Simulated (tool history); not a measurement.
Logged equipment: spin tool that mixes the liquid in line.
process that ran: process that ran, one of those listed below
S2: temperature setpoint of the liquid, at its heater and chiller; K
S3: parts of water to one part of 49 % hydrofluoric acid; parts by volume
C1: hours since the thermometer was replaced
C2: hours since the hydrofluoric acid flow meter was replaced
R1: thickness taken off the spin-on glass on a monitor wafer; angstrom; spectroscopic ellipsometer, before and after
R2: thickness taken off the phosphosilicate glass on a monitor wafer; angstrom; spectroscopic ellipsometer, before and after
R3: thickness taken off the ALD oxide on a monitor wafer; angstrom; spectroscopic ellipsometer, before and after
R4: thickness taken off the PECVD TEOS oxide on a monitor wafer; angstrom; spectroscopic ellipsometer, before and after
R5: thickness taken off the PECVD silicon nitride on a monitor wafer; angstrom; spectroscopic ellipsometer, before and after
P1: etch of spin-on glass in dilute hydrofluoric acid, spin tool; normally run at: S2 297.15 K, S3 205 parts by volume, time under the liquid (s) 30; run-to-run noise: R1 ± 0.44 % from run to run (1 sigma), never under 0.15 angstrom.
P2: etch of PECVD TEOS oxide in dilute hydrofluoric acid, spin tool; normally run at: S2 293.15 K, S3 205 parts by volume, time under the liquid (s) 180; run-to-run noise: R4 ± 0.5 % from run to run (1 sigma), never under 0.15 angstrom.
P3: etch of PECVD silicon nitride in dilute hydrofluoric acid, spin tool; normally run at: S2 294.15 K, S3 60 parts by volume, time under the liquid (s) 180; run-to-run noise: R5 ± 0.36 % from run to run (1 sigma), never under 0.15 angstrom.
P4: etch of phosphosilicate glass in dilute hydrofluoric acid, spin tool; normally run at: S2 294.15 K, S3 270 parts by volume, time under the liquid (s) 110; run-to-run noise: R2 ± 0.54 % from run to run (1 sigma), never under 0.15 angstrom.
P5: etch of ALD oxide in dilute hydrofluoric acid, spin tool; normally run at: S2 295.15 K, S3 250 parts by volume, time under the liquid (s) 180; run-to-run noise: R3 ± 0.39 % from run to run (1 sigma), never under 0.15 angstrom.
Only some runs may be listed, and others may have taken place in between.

Run 1, day 0.592: process that ran P1, S2 297.15 K, S3 205 parts by volume, time under the liquid (s) 30; C1 500.4; C2 1100.9. Result: R1 56.821 angstrom.
Run 2, day 1.150: process that ran P4, S2 294.15 K, S3 270 parts by volume, time under the liquid (s) 35; C1 513.8; C2 1114.3. Result: R2 73.297 angstrom.
Run 3, day 1.638: process that ran P1, S2 297.15 K, S3 205 parts by volume, time under the liquid (s) 30; C1 525.5; C2 1126.0. Result: R1 56.819 angstrom.
Run 4, day 2.312: process that ran P5, S2 295.15 K, S3 250 parts by volume, time under the liquid (s) 30; C1 541.7; C2 1142.2. Result: R3 31.255 angstrom.
Run 5, day 3.100: process that ran P2, S2 293.15 K, S3 290 parts by volume, time under the liquid (s) 180; C1 560.6; C2 1161.1. Result: R4 95.566 angstrom.
Run 6, day 3.833: process that ran P3, S2 290.15 K, S3 60 parts by volume, time under the liquid (s) 180; C1 578.2; C2 1178.7. Result: R5 41.393 angstrom.
Run 7, day 4.279: process that ran P3, S2 294.15 K, S3 60 parts by volume, time under the liquid (s) 180; C1 588.9; C2 1189.4. Result: R5 54.804 angstrom.
Run 8, day 4.879: process that ran P1, S2 294.15 K, S3 285 parts by volume, time under the liquid (s) 30; C1 603.3; C2 1203.8. Result: R1 33.621 angstrom.
Run 9, day 5.629: process that ran P1, S2 297.15 K, S3 205 parts by volume, time under the liquid (s) 15; C1 621.3; C2 1221.8. Result: R1 28.586 angstrom.
Run 10, day 6.204: process that ran P1, S2 293.65 K, S3 205 parts by volume, time under the liquid (s) 30; C1 635.1; C2 1235.6. Result: R1 49.808 angstrom.
Run 11, day 6.925: process that ran P4, S2 294.15 K, S3 410 parts by volume, time under the liquid (s) 110; C1 652.4; C2 1252.9. Result: R2 134.530 angstrom.
Run 12, day 7.396: process that ran P2, S2 293.15 K, S3 205 parts by volume, time under the liquid (s) 300; C1 663.7; C2 1264.2. Result: R4 245.600 angstrom.
Run 13, day 8.196: process that ran P5, S2 295.15 K, S3 250 parts by volume, time under the liquid (s) 180; C1 682.9; C2 1283.4. Result: R3 188.000 angstrom.
Run 14, day 8.850: process that ran P3, S2 294.15 K, S3 60 parts by volume, time under the liquid (s) 55; C1 698.6; C2 1299.1. Result: R5 16.931 angstrom.
Run 15, day 9.554: process that ran P1, S2 305.65 K, S3 205 parts by volume, time under the liquid (s) 30; C1 715.5; C2 1316.0. Result: R1 76.555 angstrom.
Run 16, day 10.292: process that ran P1, S2 297.15 K, S3 205 parts by volume, time under the liquid (s) 30; C1 733.2; C2 1333.7. Result: R1 56.971 angstrom.
Run 17, day 11.079: process that ran P2, S2 290.15 K, S3 205 parts by volume, time under the liquid (s) 180; C1 752.1; C2 1352.6. Result: R4 130.590 angstrom.
Run 18, day 11.708: process that ran P5, S2 301.65 K, S3 250 parts by volume, time under the liquid (s) 180; C1 767.2; C2 1367.7. Result: R3 235.800 angstrom.
Run 19, day 12.138: process that ran P1, S2 297.15 K, S3 325 parts by volume, time under the liquid (s) 60; C1 777.5; C2 1378.0. Result: R1 63.860 angstrom.
Run 20, day 12.542: process that ran P1, S2 297.15 K, S3 205 parts by volume, time under the liquid (s) 30; C1 787.2; C2 1387.7. Result: R1 56.768 angstrom.
Run 21, day 12.958: process that ran P4, S2 301.15 K, S3 270 parts by volume, time under the liquid (s) 110; C1 797.2; C2 1397.7. Result: R2 295.400 angstrom.
Run 22, day 13.375: process that ran P1, S2 297.15 K, S3 205 parts by volume, time under the liquid (s) 30; C1 807.2; C2 1407.7. Result: R1 57.033 angstrom.
Run 23, day 14.171: process that ran P1, S2 297.15 K, S3 205 parts by volume, time under the liquid (s) 55; C1 826.3; C2 1426.8. Result: R1 104.540 angstrom.
Run 24, day 14.554: process that ran P1, S2 297.15 K, S3 285 parts by volume, time under the liquid (s) 30; C1 835.5; C2 1436.0. Result: R1 38.038 angstrom.
Run 25, day 15.279: process that ran P1, S2 297.15 K, S3 125 parts by volume, time under the liquid (s) 30; C1 852.9; C2 1453.4. Result: R1 102.040 angstrom.
Run 26, day 15.838: process that ran P4, S2 294.15 K, S3 270 parts by volume, time under the liquid (s) 110; C1 866.3; C2 1466.8. Result: R2 232.930 angstrom.
At day 15.933: hydrofluoric acid flow meter replaced.
Run 27, day 16.525: process that ran P1, S2 297.15 K, S3 205 parts by volume, time under the liquid (s) 30; C1 882.8; C2 14.2. Result: R1 56.327 angstrom.
Run 28, day 17.300: process that ran P5, S2 295.15 K, S3 155 parts by volume, time under the liquid (s) 180; C1 901.4; C2 32.8. Result: R3 333.950 angstrom.
Run 29, day 17.967: process that ran P3, S2 294.15 K, S3 30 parts by volume, time under the liquid (s) 180; C1 917.4; C2 48.8. Result: R5 107.690 angstrom.

Run 30, settings as shown, results not yet in. Your forecast:
Run 30, day 18.471: process that ran P4, S2 294.15 K, S3 270 parts by volume, time under the liquid (s) 110; C1 929.5; C2 60.9. Result: R2 ?.

R2: 230.770 angstrom
